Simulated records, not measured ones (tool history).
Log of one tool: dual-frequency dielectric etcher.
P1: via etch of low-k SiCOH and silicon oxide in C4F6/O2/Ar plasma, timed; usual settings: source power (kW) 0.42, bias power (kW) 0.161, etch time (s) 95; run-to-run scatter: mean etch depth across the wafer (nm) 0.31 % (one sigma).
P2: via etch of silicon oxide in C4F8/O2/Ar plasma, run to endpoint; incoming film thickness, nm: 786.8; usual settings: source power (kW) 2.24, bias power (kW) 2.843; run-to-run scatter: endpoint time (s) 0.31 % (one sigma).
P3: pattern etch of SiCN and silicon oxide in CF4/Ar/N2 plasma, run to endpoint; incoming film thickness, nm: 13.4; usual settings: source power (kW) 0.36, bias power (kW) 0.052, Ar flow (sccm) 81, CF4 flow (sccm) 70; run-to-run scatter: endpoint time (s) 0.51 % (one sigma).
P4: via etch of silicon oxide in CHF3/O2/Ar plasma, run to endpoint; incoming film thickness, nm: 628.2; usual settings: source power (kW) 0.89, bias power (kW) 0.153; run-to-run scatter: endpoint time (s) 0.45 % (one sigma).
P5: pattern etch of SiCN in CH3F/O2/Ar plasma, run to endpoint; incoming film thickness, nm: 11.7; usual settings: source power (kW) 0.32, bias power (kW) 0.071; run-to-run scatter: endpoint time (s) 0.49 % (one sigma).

run  hour  process that ran  source power (kW)  bias power (kW)  etch time (s)  Ar flow (sccm)  CF4 flow (sccm)  hours since the last wet clean  hours since the last source power generator calibration  hours since the last bias power generator calibration  mean etch depth across the wafer (nm)  endpoint time (s)
  1   3.2                P1               0.42            0.161             95                                                            174.4                                                    499.8                                                  961.6                                    267
  2     6                P1               0.29            0.161             95                                                            177.2                                                    502.6                                                  964.4                                 230.96
  3   8.6                P1               0.42              0.2             95                                                            179.8                                                    505.2                                                    967                                 286.92
  4  14.5                P1               0.42            0.161             95                                                            185.7                                                    511.1                                                  972.9                                 269.87
  5  19.7                P5               0.32            0.071                                                                           190.9                                                    516.3                                                  978.1                                                    33.847
  6  23.5                P4               0.89            0.153                                                                           194.7                                                    520.1                                                  981.9                                                    282.87
  7  26.4                P5               0.32              0.1                                                                           197.6                                                      523                                                  984.8                                                    29.738
  8  31.5                P2               1.56            2.843                                                                           202.7                                                    528.1                                                  989.9                                                    147.77
  9  35.1                P3               0.36            0.052                             81               70                           206.3                                                    531.7                                                  993.5                                                     20.43
 10  38.3                P4               0.89            0.153                                                                           209.5                                                    534.9                                                  996.7                                                    280.94
 11  42.1                P5               0.22            0.071                                                                           213.3                                                    538.7                                                 1000.5                                                    38.791
 12  45.4                P3               0.49            0.052                             81               70                           216.6                                                      542                                                 1003.8                                                    15.537
 13  50.5                P4               0.67            0.153                                                                           221.7                                                    547.1                                                 1008.9                                                    315.35
 14  53.4                P3               0.36            0.036                             81               70                           224.6                                                      550                                                 1011.8                                                     22.86
 15  56.7                P2               2.24            3.638                                                                           227.9                                                    553.3                                                 1015.1                                                    118.71
 16  60.5                P4               0.89            0.207                                                                           231.7                                                    557.1                                                 1018.9                                                    254.95
 17  63.4                P2               2.24            2.843                                                                           234.6                                                      560                                                 1021.8                                                    127.49
 18  66.4                P3               0.36            0.052                             81               84                           237.6                                                      563                                                 1024.8                                                    20.086
 19  71.8                P1               0.51            0.205             95                                                              243                                                    568.4                                                 1030.2                                 311.58
 20  76.9                P1               0.42            0.117             95                                                            248.1                                                    573.5                                                 1035.3                                 245.03
 21  81.6                P1               0.53            0.161             95                                                            252.8                                                    578.2                                                   1040                                 294.89

Run 22 comes next. What will it give?
 22    85                P1               0.42            0.161             95                                                            256.2                                                    581.6                                                 1043.4                                      ?

{"run 22": {"mean etch depth across the wafer (nm)": 268.35}}
